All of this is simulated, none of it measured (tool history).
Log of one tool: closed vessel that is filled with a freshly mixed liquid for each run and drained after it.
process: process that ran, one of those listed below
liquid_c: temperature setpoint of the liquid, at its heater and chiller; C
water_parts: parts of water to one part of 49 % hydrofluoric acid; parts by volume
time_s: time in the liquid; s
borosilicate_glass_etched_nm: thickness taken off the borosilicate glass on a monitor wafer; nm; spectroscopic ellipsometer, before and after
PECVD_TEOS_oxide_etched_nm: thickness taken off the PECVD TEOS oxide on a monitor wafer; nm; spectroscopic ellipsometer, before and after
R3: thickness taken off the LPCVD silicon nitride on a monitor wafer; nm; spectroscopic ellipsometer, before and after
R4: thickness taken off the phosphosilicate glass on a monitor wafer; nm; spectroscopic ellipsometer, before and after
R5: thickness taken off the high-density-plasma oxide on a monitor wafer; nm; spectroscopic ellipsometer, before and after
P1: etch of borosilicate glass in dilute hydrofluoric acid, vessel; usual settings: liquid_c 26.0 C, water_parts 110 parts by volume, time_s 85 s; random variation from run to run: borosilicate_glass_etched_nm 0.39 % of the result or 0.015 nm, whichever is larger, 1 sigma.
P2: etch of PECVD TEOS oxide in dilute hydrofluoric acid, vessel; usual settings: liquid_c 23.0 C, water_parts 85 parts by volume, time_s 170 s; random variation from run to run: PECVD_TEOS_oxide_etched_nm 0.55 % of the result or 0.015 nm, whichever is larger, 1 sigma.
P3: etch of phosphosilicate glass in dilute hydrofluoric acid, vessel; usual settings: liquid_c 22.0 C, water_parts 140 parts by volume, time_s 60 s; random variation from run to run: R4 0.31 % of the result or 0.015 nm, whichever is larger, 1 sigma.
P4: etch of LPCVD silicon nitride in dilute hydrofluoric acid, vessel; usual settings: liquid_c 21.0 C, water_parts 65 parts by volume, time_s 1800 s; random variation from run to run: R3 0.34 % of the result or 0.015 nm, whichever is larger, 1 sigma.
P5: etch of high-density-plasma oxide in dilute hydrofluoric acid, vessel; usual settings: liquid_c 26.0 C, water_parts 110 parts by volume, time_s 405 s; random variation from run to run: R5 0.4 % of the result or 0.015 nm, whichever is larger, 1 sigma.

Run 1, hour 10.4: process P1, liquid_c 26.0 C, water_parts 110 parts by volume, time_s 85 s. Result: borosilicate_glass_etched_nm 21.2990 nm.
Run 2, hour 18.4: process P2, liquid_c 23.0 C, water_parts 85 parts by volume, time_s 80 s. Result: PECVD_TEOS_oxide_etched_nm 11.793 nm.
Run 3, hour 27.9: process P4, liquid_c 17.0 C, water_parts 65 parts by volume, time_s 1800 s. Result: R3 10.563 nm.
Run 4, hour 37.7: process P1, liquid_c 30.0 C, water_parts 110 parts by volume, time_s 85 s. Result: borosilicate_glass_etched_nm 24.7350 nm.
Run 5, hour 45.0: process P3, liquid_c 22.0 C, water_parts 140 parts by volume, time_s 60 s. Result: R4 75.999 nm.
Run 6, hour 53.5: process P1, liquid_c 26.0 C, water_parts 110 parts by volume, time_s 30 s. Result: borosilicate_glass_etched_nm 7.4621 nm.
Run 7, hour 63.8: process P3, liquid_c 22.0 C, water_parts 140 parts by volume, time_s 30 s. Result: R4 38.004 nm.
Run 8, hour 71.5: process P2, liquid_c 23.0 C, water_parts 85 parts by volume, time_s 170 s. Result: PECVD_TEOS_oxide_etched_nm 24.999 nm.
Run 9, hour 77.6: process P1, liquid_c 19.0 C, water_parts 110 parts by volume, time_s 85 s. Result: borosilicate_glass_etched_nm 16.1070 nm.
Run 10, hour 88.9: process P1, liquid_c 26.0 C, water_parts 110 parts by volume, time_s 85 s. Result: borosilicate_glass_etched_nm 21.0540 nm.
Run 11, hour 98.2: process P1, liquid_c 26.0 C, water_parts 110 parts by volume, time_s 155 s. Result: borosilicate_glass_etched_nm 38.5670 nm.
Run 12, hour 105.9: process P1, liquid_c 20.5 C, water_parts 110 parts by volume, time_s 45 s. Result: borosilicate_glass_etched_nm 9.0141 nm.
Run 13, hour 111.9: process P2, liquid_c 31.0 C, water_parts 85 parts by volume, time_s 170 s. Result: PECVD_TEOS_oxide_etched_nm 34.255 nm.
Run 14, hour 119.9: process P3, liquid_c 22.0 C, water_parts 65 parts by volume, time_s 60 s. Result: R4 178.060 nm.
Run 15, hour 130.5: process P4, liquid_c 21.0 C, water_parts 40 parts by volume, time_s 1800 s. Result: R3 22.231 nm.
Run 16, hour 139.8: process P1, liquid_c 26.0 C, water_parts 175 parts by volume, time_s 85 s. Result: borosilicate_glass_etched_nm 12.3260 nm.
Run 17, hour 146.3: process P1, liquid_c 21.5 C, water_parts 40 parts by volume, time_s 85 s. Result: borosilicate_glass_etched_nm 52.9960 nm.
Run 18, hour 151.5: process P5, liquid_c 19.5 C, water_parts 110 parts by volume, time_s 405 s. Result: R5 24.553 nm.
Run 19, hour 157.4: process P4, liquid_c 21.0 C, water_parts 65 parts by volume, time_s 1800 s. Result: R3 13.802 nm.
Run 20, hour 165.6: process P4, liquid_c 21.0 C, water_parts 65 parts by volume, time_s 2630 s. Result: R3 20.430 nm.
At hour 167.0: thermometer replaced.
Run 21, hour 176.6: process P5, liquid_c 26.0 C, water_parts 110 parts by volume, time_s 405 s. Result: R5 32.103 nm.
Run 22, hour 187.5: process P1, liquid_c 26.0 C, water_parts 110 parts by volume, time_s 85 s. Result: borosilicate_glass_etched_nm 21.2510 nm.
Run 23, hour 194.7: process P2, liquid_c 23.0 C, water_parts 40 parts by volume, time_s 170 s. Result: PECVD_TEOS_oxide_etched_nm 56.309 nm.
Run 24, hour 201.8: process P3, liquid_c 29.0 C, water_parts 140 parts by volume, time_s 60 s. Result: R4 99.567 nm.
Run 25, hour 209.4: process P1, liquid_c 26.0 C, water_parts 110 parts by volume, time_s 85 s. Result: borosilicate_glass_etched_nm 21.1850 nm.
Run 26, hour 214.7: process P1, liquid_c 26.0 C, water_parts 110 parts by volume, time_s 85 s. Result: borosilicate_glass_etched_nm 21.2330 nm.
Run 27, hour 223.6: process P1, liquid_c 26.0 C, water_parts 55 parts by volume, time_s 85 s. Result: borosilicate_glass_etched_nm 45.2050 nm.
Run 28, hour 234.9: process P5, liquid_c 26.0 C, water_parts 110 parts by volume, time_s 755 s. Result: R5 59.544 nm.
Run 29, hour 240.1: process P5, liquid_c 26.0 C, water_parts 180 parts by volume, time_s 405 s. Result: R5 17.939 nm.
Run 30, hour 247.4: process P1, liquid_c 26.0 C, water_parts 110 parts by volume, time_s 85 s. Result: borosilicate_glass_etched_nm 21.2780 nm.
Run 31, hour 252.5: process P1, liquid_c 26.0 C, water_parts 110 parts by volume, time_s 85 s. Result: borosilicate_glass_etched_nm 20.7480 nm.
Run 32, hour 261.8: process P1, liquid_c 26.0 C, water_parts 110 parts by volume, time_s 85 s. Result: borosilicate_glass_etched_nm 20.3430 nm.
Run 33, hour 269.8: process P1, liquid_c 26.0 C, water_parts 110 parts by volume, time_s 85 s. Result: borosilicate_glass_etched_nm 20.0180 nm.
Run 34, hour 279.9: process P1, liquid_c 26.0 C, water_parts 110 parts by volume, time_s 85 s. Result: borosilicate_glass_etched_nm 19.9720 nm.
Run 35, hour 287.5: process P1, liquid_c 26.0 C, water_parts 110 parts by volume, time_s 85 s. Result: borosilicate_glass_etched_nm 19.5580 nm.
Run 36, hour 296.3: process P1, liquid_c 26.0 C, water_parts 110 parts by volume, time_s 85 s. Result: borosilicate_glass_etched_nm 19.6340 nm.
Run 37, hour 301.5: process P1, liquid_c 26.0 C, water_parts 110 parts by volume, time_s 85 s. Result: borosilicate_glass_etched_nm 19.5780 nm.
Run 38, hour 310.6: process P1, liquid_c 26.0 C, water_parts 110 parts by volume, time_s 85 s. Result: borosilicate_glass_etched_nm 19.5760 nm.
Run 39, hour 318.8: process P1, liquid_c 26.0 C, water_parts 110 parts by volume, time_s 85 s. Result: borosilicate_glass_etched_nm 19.5300 nm.
Run 40, hour 330.1: process P1, liquid_c 26.0 C, water_parts 110 parts by volume, time_s 85 s. Result: borosilicate_glass_etched_nm 19.4300 nm.

What P1 gives has crept away from where it was. These 2 causes fit the log equally well, each at the size given:
A: hydrofluoric acid flow below the setpoint (%) = 7.3
B: liquid colder than its thermometer reads (K) = 2.23
The creep began at about hour 247.4.

4 check runs are offered, one wafer each, their results left as question marks. Which one tells the causes apart?
Run check 1, hour 341.4: process P4, liquid_c 21.0 C, water_parts 65 parts by volume, time_s 1800 s. Result: R3 ?.
Run check 2, hour 341.4: process P2, liquid_c 23.0 C, water_parts 85 parts by volume, time_s 170 s. Result: PECVD_TEOS_oxide_etched_nm ?.
Run check 3, hour 341.4: process P5, liquid_c 26.0 C, water_parts 110 parts by volume, time_s 405 s. Result: R5 ?.
Run check 4, hour 341.4: process P3, liquid_c 22.0 C, water_parts 140 parts by volume, time_s 60 s. Result: R4 ?.

What each check would give under each cause:
  check                      result    if A    if B
check 1                          R3  12.866  11.877
check 2  PECVD_TEOS_oxide_etched_nm  23.001  22.839
check 3                          R5  29.309  29.301
check 4                          R4  69.629  69.582
How far apart the two closest causes lie, in the result that separates them most: check 1 8 %; check 2 0.71 %; check 3 0.03 %; check 4 0.07 %
Only check 1 tells the causes apart: in the others they would give nearly the same result.

Check 1 was then run and gave: R3 12.896 nm. Which cause is it?

It is A: hydrofluoric acid flow below the setpoint (%).
